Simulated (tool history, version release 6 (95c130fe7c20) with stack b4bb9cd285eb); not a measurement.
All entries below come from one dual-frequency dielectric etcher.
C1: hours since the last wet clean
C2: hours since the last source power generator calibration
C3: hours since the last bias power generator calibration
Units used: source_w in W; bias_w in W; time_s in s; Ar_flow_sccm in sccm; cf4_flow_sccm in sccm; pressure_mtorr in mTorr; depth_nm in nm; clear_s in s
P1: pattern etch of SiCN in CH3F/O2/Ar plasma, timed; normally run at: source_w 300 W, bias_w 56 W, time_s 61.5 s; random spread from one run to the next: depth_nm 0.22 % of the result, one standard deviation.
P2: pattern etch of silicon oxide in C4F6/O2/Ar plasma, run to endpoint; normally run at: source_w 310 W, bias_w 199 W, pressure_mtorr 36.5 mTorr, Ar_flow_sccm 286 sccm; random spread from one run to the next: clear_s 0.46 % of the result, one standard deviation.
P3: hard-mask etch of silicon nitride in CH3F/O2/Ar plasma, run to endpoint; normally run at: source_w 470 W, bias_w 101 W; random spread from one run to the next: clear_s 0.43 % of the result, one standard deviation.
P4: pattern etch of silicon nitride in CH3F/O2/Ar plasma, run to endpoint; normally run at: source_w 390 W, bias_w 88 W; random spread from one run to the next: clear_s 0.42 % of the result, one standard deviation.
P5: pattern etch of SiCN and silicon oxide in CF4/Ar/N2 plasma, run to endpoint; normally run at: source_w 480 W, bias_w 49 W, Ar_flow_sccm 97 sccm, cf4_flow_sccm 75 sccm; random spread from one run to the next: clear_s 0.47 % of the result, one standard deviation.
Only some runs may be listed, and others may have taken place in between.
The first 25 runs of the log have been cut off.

Run 26, hour 337.4: process P2, source_w 310 W, bias_w 199 W, Ar_flow_sccm 406 sccm, pressure_mtorr 36.5 mTorr; C1 511.4; C2 3604.0; C3 1191.3. Result: clear_s 15.921 s.
Run 27, hour 350.4: process P1, source_w 300 W, bias_w 73 W, time_s 61.5 s; C1 524.4; C2 3617.0; C3 1204.3. Result: depth_nm 20.2120 nm.
Run 28, hour 362.3: process P5, source_w 480 W, bias_w 36 W, Ar_flow_sccm 97 sccm, cf4_flow_sccm 75 sccm; C1 536.3; C2 3628.9; C3 1216.2. Result: clear_s 23.122 s.
Run 29, hour 379.8: process P1, source_w 300 W, bias_w 56 W, time_s 61.5 s; C1 553.8; C2 3646.4; C3 1233.7. Result: depth_nm 18.4060 nm.
Run 30, hour 390.4: process P5, source_w 480 W, bias_w 49 W, Ar_flow_sccm 97 sccm, cf4_flow_sccm 75 sccm; C1 564.4; C2 3657.0; C3 1244.3. Result: clear_s 21.004 s.
Run 31, hour 406.3: process P1, source_w 300 W, bias_w 35 W, time_s 87.0 s; C1 580.3; C2 3672.9; C3 1260.2. Result: depth_nm 22.4500 nm.
Run 32, hour 423.7: process P1, source_w 300 W, bias_w 42 W, time_s 42.5 s; C1 597.7; C2 3690.3; C3 1277.6. Result: depth_nm 11.6020 nm.
Run 33, hour 437.3: process P1, source_w 300 W, bias_w 56 W, time_s 61.5 s; C1 611.3; C2 3703.9; C3 1291.2. Result: depth_nm 18.3750 nm.
Run 34, hour 449.0: process P1, source_w 300 W, bias_w 56 W, time_s 61.5 s; C1 623.0; C2 3715.6; C3 1302.9. Result: depth_nm 18.2330 nm.
Run 35, hour 457.9: process P1, source_w 300 W, bias_w 56 W, time_s 61.5 s; C1 631.9; C2 3724.5; C3 1311.8. Result: depth_nm 18.1670 nm.
Run 36, hour 475.5: process P1, source_w 300 W, bias_w 56 W, time_s 61.5 s; C1 649.5; C2 3742.1; C3 1329.4. Result: depth_nm 18.2190 nm.
Run 37, hour 486.9: process P1, source_w 300 W, bias_w 56 W, time_s 61.5 s; C1 660.9; C2 3753.5; C3 1340.8. Result: depth_nm 18.1760 nm.
Run 38, hour 498.1: process P1, source_w 300 W, bias_w 56 W, time_s 61.5 s; C1 672.1; C2 3764.7; C3 1352.0. Result: depth_nm 18.2200 nm.
At hour 505.4: wet clean of the chamber.
Run 39, hour 516.8: process P1, source_w 300 W, bias_w 56 W, time_s 61.5 s; C1 11.4; C2 3783.4; C3 1370.7. Result: depth_nm 18.1300 nm.

Run 40 has not been measured yet. What should we expect?
Run 40, hour 528.2: process P1, source_w 300 W, bias_w 56 W, time_s 61.5 s; C1 22.8; C2 3794.8; C3 1382.1. Result: depth_nm ?.

Logged for run 40: depth_nm 18.1990 nm.
